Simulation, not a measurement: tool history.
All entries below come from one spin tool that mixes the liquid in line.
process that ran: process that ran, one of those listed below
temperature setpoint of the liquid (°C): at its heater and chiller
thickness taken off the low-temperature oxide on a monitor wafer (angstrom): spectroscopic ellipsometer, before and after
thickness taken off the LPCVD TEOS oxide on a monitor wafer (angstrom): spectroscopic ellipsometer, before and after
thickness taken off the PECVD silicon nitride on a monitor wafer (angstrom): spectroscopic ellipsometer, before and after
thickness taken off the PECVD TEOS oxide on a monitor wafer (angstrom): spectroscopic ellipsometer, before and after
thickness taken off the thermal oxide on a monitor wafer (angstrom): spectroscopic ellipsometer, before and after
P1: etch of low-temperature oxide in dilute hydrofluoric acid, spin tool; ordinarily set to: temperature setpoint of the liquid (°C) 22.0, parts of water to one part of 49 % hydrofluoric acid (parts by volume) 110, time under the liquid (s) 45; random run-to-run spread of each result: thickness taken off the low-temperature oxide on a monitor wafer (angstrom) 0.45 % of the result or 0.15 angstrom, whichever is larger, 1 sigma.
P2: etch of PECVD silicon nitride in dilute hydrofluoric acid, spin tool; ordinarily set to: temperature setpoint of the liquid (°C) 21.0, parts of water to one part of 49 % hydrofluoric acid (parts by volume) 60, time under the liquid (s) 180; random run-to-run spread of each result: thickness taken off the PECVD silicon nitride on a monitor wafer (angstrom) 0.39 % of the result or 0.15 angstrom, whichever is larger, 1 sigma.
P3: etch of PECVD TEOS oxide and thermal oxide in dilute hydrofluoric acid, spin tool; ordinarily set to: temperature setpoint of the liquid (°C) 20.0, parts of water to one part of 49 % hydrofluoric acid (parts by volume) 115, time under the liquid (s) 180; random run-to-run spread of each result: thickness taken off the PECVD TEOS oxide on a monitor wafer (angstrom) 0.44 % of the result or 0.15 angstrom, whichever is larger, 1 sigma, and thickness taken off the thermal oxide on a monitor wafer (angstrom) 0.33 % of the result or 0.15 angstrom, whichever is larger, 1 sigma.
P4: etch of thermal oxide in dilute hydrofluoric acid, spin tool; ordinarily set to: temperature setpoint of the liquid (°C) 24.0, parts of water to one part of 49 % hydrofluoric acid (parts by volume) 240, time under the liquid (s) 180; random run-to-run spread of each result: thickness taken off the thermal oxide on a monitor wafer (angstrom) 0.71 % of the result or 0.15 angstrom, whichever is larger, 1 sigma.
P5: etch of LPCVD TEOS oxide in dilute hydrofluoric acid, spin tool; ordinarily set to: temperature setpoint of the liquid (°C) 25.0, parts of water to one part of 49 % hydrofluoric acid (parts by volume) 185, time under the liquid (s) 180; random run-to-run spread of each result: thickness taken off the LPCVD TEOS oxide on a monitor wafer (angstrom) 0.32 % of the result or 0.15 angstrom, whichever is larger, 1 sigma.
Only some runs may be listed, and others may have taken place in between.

run	day	process that ran	temperature setpoint of the liquid (°C)	parts of water to one part of 49 % hydrofluoric acid (parts by volume)	time under the liquid (s)	hours since the thermometer was replaced	hours since the hydrofluoric acid flow meter was replaced	thickness taken off the low-temperature oxide on a monitor wafer (angstrom)	thickness taken off the LPCVD TEOS oxide on a monitor wafer (angstrom)	thickness taken off the PECVD silicon nitride on a monitor wafer (angstrom)	thickness taken off the PECVD TEOS oxide on a monitor wafer (angstrom)	thickness taken off the thermal oxide on a monitor wafer (angstrom)
1	0.275	P1	22.0	110	45	1746.8	255.1	80.283				
2	0.546	P5	25.0	310	180	1753.3	261.6		126.32			
3	0.762	P1	17.0	110	45	1758.5	266.8	64.776				
4	1.004	P1	22.0	160	75	1764.3	272.6	87.777				
5	1.238	P2	21.0	20	180	1769.9	278.2			207.100		
6	1.621	P2	21.0	60	180	1779.1	287.4			70.974		
7	1.942	P3	26.5	115	180	1786.8	295.1				244.620	81.170
8	2.121	P1	22.0	110	45	1791.1	299.4	80.478				
# day 2.425: thermometer replaced
9	2.525	P1	22.0	110	75	2.4	309.1	133.280				
10	2.704	P1	22.0	110	45	6.7	313.4	80.301				
11	2.958	P4	24.0	240	180	12.8	319.5					31.231
# day 3.096: hydrofluoric acid flow meter replaced
12	3.150	P4	17.0	240	180	17.4	1.3					24.271
13	3.412	P1	22.0	110	15	23.7	7.6	26.960				
14	3.796	P5	25.0	185	180	32.9	16.8		240.50			
15	4.046	P3	20.0	25	180	38.9	22.8				970.330	320.910
16	4.262	P1	22.0	110	45	44.1	28.0	80.169				
17	4.583	P5	25.0	185	180	51.8	35.7		239.74			
18	4.867	P2	25.0	60	180	58.6	42.5			93.645		
19	5.208	P1	22.0	20	45	66.8	50.7	490.050				
20	5.450	P1	26.0	110	65	72.6	56.5	135.430				
21	5.854	P5	17.5	185	180	82.3	66.2		180.91			
22	6.033	P5	25.0	185	30	86.6	70.5		40.06			
23	6.262	P3	20.0	115	180	92.1	76.0				191.070	63.161
24	6.633	P2	21.0	60	360	101.0	84.9			142.110		
25	7.012	P3	20.0	115	55	110.1	94.0				58.026	19.258
26	7.300	P1	22.0	185	45	117.0	100.9	44.162				
27	7.525	P4	24.0	240	180	122.4	106.3					31.208
28	7.867	P3	20.0	115	180	130.6	114.5				189.470	62.984
29	8.254	P1	29.5	110	45	139.9	123.8	107.350				
30	8.562	P4	24.0	45	180	147.3	131.2					210.550
31	8.821	P4	24.0	240	310	153.5	137.4					53.679
32	9.108	P1	22.0	110	45	160.4	144.3	80.768				
33	9.404	P1	22.0	110	45	167.5	151.4	82.692				
34	9.667	P1	22.0	110	45	173.8	157.7	83.394				
35	9.925	P1	22.0	110	45	180.0	163.9	84.810				
36	10.246	P1	22.0	110	45	187.7	171.6	85.835				
37	10.433	P1	22.0	110	45	192.2	176.1	85.684				
38	10.817	P1	22.0	110	45	201.4	185.3	86.916				
39	11.171	P1	22.0	110	45	209.9	193.8	87.039				
40	11.575	P1	22.0	110	45	219.6	203.5	86.706				
41	11.896	P1	22.0	110	45	227.3	211.2	86.472				
42	12.267	P1	22.0	110	45	236.2	220.1	87.166				

What P1 gives has crept away from where it was. These 2 causes fit the log equally well, each at the size given:
A: liquid hotter than its thermometer reads (K) = 2.05
B: hydrofluoric acid flow above the setpoint (%) = 7.5
The process output started creeping at around day 9.108.

Consider the 4 single-wafer check runs listed below, results given as question marks: which one distinguishes between the causes by giving clearly different results for each?
check 1	12.638	P4	20.5	75	180							?
check 2	12.638	P3	25.5	115	180						?	?
check 3	12.638	P2	24.5	60	345					?		
check 4	12.638	P5	18.5	185	70				?			

Predicted outcomes, by check and by cause:
check	result	if A	if B
check 1	thickness taken off the thermal oxide on a monitor wafer (angstrom)	113.850	113.170
check 2	thickness taken off the PECVD TEOS oxide on a monitor wafer (angstrom)	254.440	255.430
check 2	thickness taken off the thermal oxide on a monitor wafer (angstrom)	84.884	85.214
check 3	thickness taken off the PECVD silicon nitride on a monitor wafer (angstrom)	198.080	185.630
check 4	thickness taken off the LPCVD TEOS oxide on a monitor wafer (angstrom)	79.307	79.672
Gap, in per cent, between the two causes that each check separates least, read from the result that separates them most: check 1 0.6 %; check 2 0.39 %; check 3 6.49 %; check 4 0.46 %
The causes can be told apart only by check 3. The other checks would give nearly the same results under each of them.

After running check 3, the following was obtained: thickness taken off the PECVD silicon nitride on a monitor wafer (angstrom) 199.240. Which cause does this point to?

Of the candidate causes, it is A: liquid hotter than its thermometer reads (K).
